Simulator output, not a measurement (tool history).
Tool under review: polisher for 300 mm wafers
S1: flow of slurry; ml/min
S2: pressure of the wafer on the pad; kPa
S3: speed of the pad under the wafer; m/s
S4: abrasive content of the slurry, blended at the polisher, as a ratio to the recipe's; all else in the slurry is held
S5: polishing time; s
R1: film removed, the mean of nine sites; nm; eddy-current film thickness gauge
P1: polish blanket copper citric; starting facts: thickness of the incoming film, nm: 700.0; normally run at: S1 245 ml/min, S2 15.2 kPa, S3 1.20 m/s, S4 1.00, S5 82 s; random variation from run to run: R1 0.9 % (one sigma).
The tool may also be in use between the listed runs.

{"run": 1, "hour": 2.8, "S1": 245, "S2": 15.2, "S3": 1.2, "S4": 1.0, "S5": 82, "R1": 132.14}
{"run": 2, "hour": 5.4, "S1": 245, "S2": 15.2, "S3": 1.2, "S4": 1.0, "S5": 82, "R1": 131.04}
{"run": 3, "hour": 9.7, "S1": 245, "S2": 15.2, "S3": 0.58, "S4": 1.0, "S5": 82, "R1": 66.794}
{"run": 4, "hour": 13.4, "S1": 245, "S2": 21.4, "S3": 1.2, "S4": 1.0, "S5": 82, "R1": 185.74}
{"run": 5, "hour": 15.9, "S1": 375, "S2": 15.2, "S3": 1.2, "S4": 1.45, "S5": 82, "R1": 149.28}
{"run": 6, "hour": 19.8, "S1": 245, "S2": 15.2, "S3": 1.2, "S4": 0.7, "S5": 82, "R1": 122.81}
{"run": 7, "hour": 21.9, "S1": 360, "S2": 15.2, "S3": 1.2, "S4": 1.0, "S5": 82, "R1": 136.07}
{"run": 8, "hour": 25.7, "S1": 245, "S2": 15.2, "S3": 1.2, "S4": 1.0, "S5": 82, "R1": 132.46}
{"run": 9, "hour": 27.9, "S1": 245, "S2": 15.2, "S3": 1.2, "S4": 1.45, "S5": 82, "R1": 141.65}
{"run": 10, "hour": 30.6, "S1": 245, "S2": 15.2, "S3": 1.2, "S4": 1.0, "S5": 82, "R1": 133.59}
{"hour": 33.1, "done": "slurry blender recalibrated"}
{"run": 11, "hour": 33.1, "S1": 245, "S2": 15.2, "S3": 1.66, "S4": 1.3, "S5": 82, "R1": 192.19}
{"run": 12, "hour": 36.0, "S1": 245, "S2": 15.2, "S3": 1.7, "S4": 1.0, "S5": 82, "R1": 187.22}
{"run": 13, "hour": 38.0, "S1": 145, "S2": 15.2, "S3": 1.2, "S4": 1.0, "S5": 82, "R1": 123.61}
{"run": 14, "hour": 40.0, "S1": 245, "S2": 9.0, "S3": 1.2, "S4": 1.0, "S5": 82, "R1": 80.208}
{"run": 15, "hour": 42.6, "S1": 245, "S2": 15.2, "S3": 1.2, "S4": 1.0, "S5": 37, "R1": 58.951}
{"run": 16, "hour": 46.1, "S1": 245, "S2": 15.2, "S3": 1.2, "S4": 1.0, "S5": 118, "R1": 189.13}

Expected results for the next run?
{"hour": 48.0, "done": "slurry nozzle cleaned"}
{"run": 17, "hour": 48.2, "S1": 245, "S2": 15.2, "S3": 1.2, "S4": 1.0, "S5": 82, "R1": "?"}

R1: 131.870 nm

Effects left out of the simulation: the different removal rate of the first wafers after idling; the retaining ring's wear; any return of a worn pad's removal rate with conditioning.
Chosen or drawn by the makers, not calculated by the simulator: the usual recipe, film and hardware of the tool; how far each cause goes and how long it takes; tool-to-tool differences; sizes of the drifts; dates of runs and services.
